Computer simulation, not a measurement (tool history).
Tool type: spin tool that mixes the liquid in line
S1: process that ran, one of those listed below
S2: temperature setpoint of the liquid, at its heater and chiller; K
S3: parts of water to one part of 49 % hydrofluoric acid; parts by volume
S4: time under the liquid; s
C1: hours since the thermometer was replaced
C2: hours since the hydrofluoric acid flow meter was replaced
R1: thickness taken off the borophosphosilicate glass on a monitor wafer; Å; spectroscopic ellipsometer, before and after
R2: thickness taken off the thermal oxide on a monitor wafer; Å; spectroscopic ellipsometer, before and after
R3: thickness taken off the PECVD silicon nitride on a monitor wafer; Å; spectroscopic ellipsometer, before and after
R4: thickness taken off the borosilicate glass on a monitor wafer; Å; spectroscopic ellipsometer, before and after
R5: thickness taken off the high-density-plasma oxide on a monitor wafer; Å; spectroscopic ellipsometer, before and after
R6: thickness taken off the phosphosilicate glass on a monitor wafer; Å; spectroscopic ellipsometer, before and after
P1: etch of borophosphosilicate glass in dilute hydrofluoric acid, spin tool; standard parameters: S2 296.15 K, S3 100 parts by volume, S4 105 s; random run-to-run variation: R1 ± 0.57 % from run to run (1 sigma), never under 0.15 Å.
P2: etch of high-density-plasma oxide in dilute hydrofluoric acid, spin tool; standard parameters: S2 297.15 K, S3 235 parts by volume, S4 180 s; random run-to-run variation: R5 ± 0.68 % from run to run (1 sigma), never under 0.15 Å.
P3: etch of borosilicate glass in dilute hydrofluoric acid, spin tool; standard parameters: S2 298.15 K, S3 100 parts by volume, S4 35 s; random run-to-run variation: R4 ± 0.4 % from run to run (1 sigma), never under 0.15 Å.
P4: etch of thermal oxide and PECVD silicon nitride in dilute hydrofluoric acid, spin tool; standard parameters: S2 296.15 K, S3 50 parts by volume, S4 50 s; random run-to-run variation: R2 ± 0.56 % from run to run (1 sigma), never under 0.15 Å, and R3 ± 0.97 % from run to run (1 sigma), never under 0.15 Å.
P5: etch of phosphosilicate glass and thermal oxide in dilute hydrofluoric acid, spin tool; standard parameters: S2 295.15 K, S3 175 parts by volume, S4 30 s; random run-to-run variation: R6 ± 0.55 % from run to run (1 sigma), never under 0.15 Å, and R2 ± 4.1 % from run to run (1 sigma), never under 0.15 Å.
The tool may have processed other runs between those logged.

Run 1, hour 6.4: S1 P1, S2 296.15 K, S3 100 parts by volume, S4 105 s; C1 1075; C2 1306.6. Result: R1 475.15 Å.
Run 2, hour 10.5: S1 P4, S2 296.15 K, S3 50 parts by volume, S4 50 s; C1 1079.1; C2 1310.7. Result: R2 47.257 Å, R3 26.707 Å.
Run 3, hour 17: S1 P1, S2 296.15 K, S3 100 parts by volume, S4 105 s; C1 1085.6; C2 1317.2. Result: R1 476.23 Å.
Run 4, hour 23.5: S1 P3, S2 298.15 K, S3 100 parts by volume, S4 35 s; C1 1092.1; C2 1323.7. Result: R4 139.41 Å.
Run 5, hour 29: S1 P1, S2 296.15 K, S3 150 parts by volume, S4 105 s; C1 1097.6; C2 1329.2. Result: R1 300.1 Å.
At hour 34.8: thermometer replaced.
Run 6, hour 36.2: S1 P3, S2 298.15 K, S3 155 parts by volume, S4 35 s; C1 1.5; C2 1336.4. Result: R4 84.231 Å.
Run 7, hour 43.4: S1 P1, S2 296.15 K, S3 100 parts by volume, S4 105 s; C1 8.7; C2 1343.6. Result: R1 474.21 Å.
Run 8, hour 48: S1 P2, S2 297.15 K, S3 50 parts by volume, S4 180 s; C1 13.3; C2 1348.2. Result: R5 193.92 Å.
Run 9, hour 51.2: S1 P1, S2 296.15 K, S3 100 parts by volume, S4 15 s; C1 16.5; C2 1351.4. Result: R1 68.739 Å.
Run 10, hour 56.6: S1 P5, S2 295.15 K, S3 275 parts by volume, S4 30 s; C1 21.9; C2 1356.8. Result: R2 3.7018 Å, R6 132.95 Å.
Run 11, hour 59.7: S1 P2, S2 290.15 K, S3 235 parts by volume, S4 180 s; C1 25; C2 1359.9. Result: R5 25.181 Å.
Run 12, hour 64.3: S1 P4, S2 296.15 K, S3 80 parts by volume, S4 50 s; C1 29.6; C2 1364.5. Result: R2 28.893 Å, R3 16.803 Å.
Run 13, hour 71: S1 P1, S2 296.15 K, S3 100 parts by volume, S4 180 s; C1 36.3; C2 1371.2. Result: R1 812.51 Å.
Run 14, hour 77.2: S1 P5, S2 290.15 K, S3 175 parts by volume, S4 30 s; C1 42.5; C2 1377.4. Result: R2 5.4516 Å, R6 190.96 Å.
Run 15, hour 83.6: S1 P1, S2 301.15 K, S3 100 parts by volume, S4 105 s; C1 48.9; C2 1383.8. Result: R1 577.13 Å.
Run 16, hour 86.7: S1 P4, S2 290.15 K, S3 50 parts by volume, S4 50 s; C1 52; C2 1386.9. Result: R2 36.523 Å, R3 18.111 Å.
Run 17, hour 92.7: S1 P2, S2 297.15 K, S3 235 parts by volume, S4 180 s; C1 58; C2 1392.9. Result: R5 33.035 Å.
Run 18, hour 99.7: S1 P1, S2 291.65 K, S3 50 parts by volume, S4 105 s; C1 65; C2 1399.9. Result: R1 830.02 Å.
Run 19, hour 106.4: S1 P1, S2 296.15 K, S3 50 parts by volume, S4 105 s; C1 71.7; C2 1406.6. Result: R1 1023.8 Å.
Run 20, hour 112.1: S1 P1, S2 296.15 K, S3 100 parts by volume, S4 105 s; C1 77.4; C2 1412.3. Result: R1 475.85 Å.
Run 21, hour 119.1: S1 P1, S2 290.15 K, S3 100 parts by volume, S4 105 s; C1 84.4; C2 1419.3. Result: R1 371.47 Å.
Run 22, hour 123.2: S1 P5, S2 295.15 K, S3 175 parts by volume, S4 30 s; C1 88.5; C2 1423.4. Result: R2 6.0521 Å, R6 229.73 Å.
Run 23, hour 130.5: S1 P5, S2 295.15 K, S3 175 parts by volume, S4 15 s; C1 95.8; C2 1430.7. Result: R2 2.9319 Å, R6 115.42 Å.
Run 24, hour 137.4: S1 P4, S2 296.15 K, S3 50 parts by volume, S4 90 s; C1 102.7; C2 1437.6. Result: R2 85.778 Å, R3 48.384 Å.

The next listed run, before its measurement:
Run 25, hour 141.5: S1 P1, S2 296.15 K, S3 100 parts by volume, S4 105 s; C1 106.8; C2 1441.7. Result: R1 ?.

Logged for run 25: R1 472.55 Å.

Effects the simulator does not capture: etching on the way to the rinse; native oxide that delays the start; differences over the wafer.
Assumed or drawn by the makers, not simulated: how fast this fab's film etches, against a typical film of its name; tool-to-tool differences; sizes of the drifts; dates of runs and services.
